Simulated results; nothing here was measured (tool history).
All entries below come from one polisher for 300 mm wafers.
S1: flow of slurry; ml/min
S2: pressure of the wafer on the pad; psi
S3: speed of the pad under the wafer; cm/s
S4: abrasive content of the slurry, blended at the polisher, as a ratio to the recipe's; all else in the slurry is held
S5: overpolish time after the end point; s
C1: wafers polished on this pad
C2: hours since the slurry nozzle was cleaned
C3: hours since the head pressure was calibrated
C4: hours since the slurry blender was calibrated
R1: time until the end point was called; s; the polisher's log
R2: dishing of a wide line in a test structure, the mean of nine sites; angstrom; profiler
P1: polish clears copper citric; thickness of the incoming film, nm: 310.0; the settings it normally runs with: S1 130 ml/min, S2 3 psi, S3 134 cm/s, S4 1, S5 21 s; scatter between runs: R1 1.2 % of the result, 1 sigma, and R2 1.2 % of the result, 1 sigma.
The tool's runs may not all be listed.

run,hour,S1,S2,S3,S4,S5,C1,C2,C3,C4,R1,R2
1,17.8,130,3,134,1,21,1100,699.9,188.7,211.4,92.766,468.01
2,26.2,130,3,134,1,21,1165,708.3,197.1,219.8,89.825,470.75
3,37.7,130,3,74,1,21,1255,719.8,208.6,231.3,166.06,285.73
4,47.3,130,3,134,1,21,1329,729.4,218.2,240.9,92.951,478.86
5,60.4,130,4.6,134,1,21,1431,742.5,231.3,254,59.684,666.32
6,76.4,130,1.7,134,1,21,1555,758.5,247.3,270,156.92,279.34
7,89.2,130,3,134,1,21,1654,771.3,260.1,282.8,92.098,470.05
8,105.1,130,3,134,1,21,1777,787.2,276,298.7,91.273,467.56
9,114.2,130,3,84,1,38,1848,796.3,285.1,307.8,145.9,516.03
10,131.2,130,3,134,1,43,1979,813.3,302.1,324.8,91.041,769.82
11,139.2,130,3,134,0.6,21,2041,821.3,310.1,332.8,101.96,430.52
12,152.7,130,3,178,1,21,2146,834.8,323.6,346.3,67.513,569.13
13,162.9,130,3,134,1,6,2225,845,333.8,356.5,91.521,155.51
14,180,195,3,134,1,21,2358,862.1,350.9,373.6,84.378,498.22
15,198,80,3,134,1,21,2497,880.1,368.9,391.6,104.54,423.42
16,207.5,130,3,134,1.4,21,2571,889.6,378.4,401.1,84.959,496.74
17,221.3,130,3,134,1,21,2678,903.4,392.2,414.9,91.929,469.55
18,230.8,130,3,134,1,21,2752,912.9,401.7,424.4,93.679,459.64
19,238.7,130,3,134,1,21,2813,920.8,409.6,432.3,97.923,447.41
20,251.3,130,3,134,1,21,2910,933.4,422.2,444.9,100.57,440.53
21,264.8,130,3,134,1,21,3015,946.9,435.7,458.4,101.2,426.18
# hour 271.6: slurry blender recalibrated
22,274.7,130,3,134,1,21,3092,956.8,445.6,3.1,99.789,435.11
# hour 277.8: head pressure recalibrated
23,282.5,130,3,134,1,21,3152,964.6,4.7,10.9,100.46,436.55
24,292.2,130,3,134,1,21,3228,974.3,14.4,20.6,99.013,437.63
25,300.7,130,3,134,1,21,3293,982.8,22.9,29.1,101.93,428.32

What P1 gives has crept off from where it sat before. The 2 causes that follow fit the log equally well, each at the size noted:
A: slurry flow missing at the pad, % = 33.3
B: removal rate lost through wear of the pad, % = 9.19
Onset of the creep was near hour 221.3.
Each remaining cause and why it is not a fit:
head's pressure below its setpoint, %: serviced at hour 277.8, after the drift had started, without restoring the earlier output
abrasive missing from the slurry, %: serviced at hour 271.6, after the drift had started, without restoring the earlier output

The list below offers 4 check runs, each averaging the results of 5 wafers, and shows each result as a question mark. For which of them would the listed causes give clearly different results?
check 1,309.2,130,3,134,1.4,21,,,,,?,?
check 2,309.2,130,2.2,134,1,21,,,,,?,?
check 3,309.2,130,3,134,1.25,21,,,,,?,?
check 4,309.2,80,3,134,1,32,,,,,?,?

Check results expected under each cause:
check,result,if A,if B
check 1,R1,93.439,93.448
check 1,R2,458.12,458.08
check 2,R1,136.24,136.26
check 2,R2,327.74,327.72
check 3,R1,95.812,95.821
check 3,R2,448.96,448.93
check 4,R1,119.11,113.39
check 4,R2,527.05,547.21
Gap, in per cent, between the two causes that each check separates least, read from the result that separates them most: check 1 0.01 %; check 2 0.01 %; check 3 0.01 %; check 4 4.92 %
Check 4 distinguishes between the causes, while the remaining checks would return nearly the same result for all of them.

Check 4 has now been run. It gave: R1 112.38 s; R2 542.77 angstrom. Which of the candidate causes is it?

The cause is B: removal rate lost through wear of the pad, %.
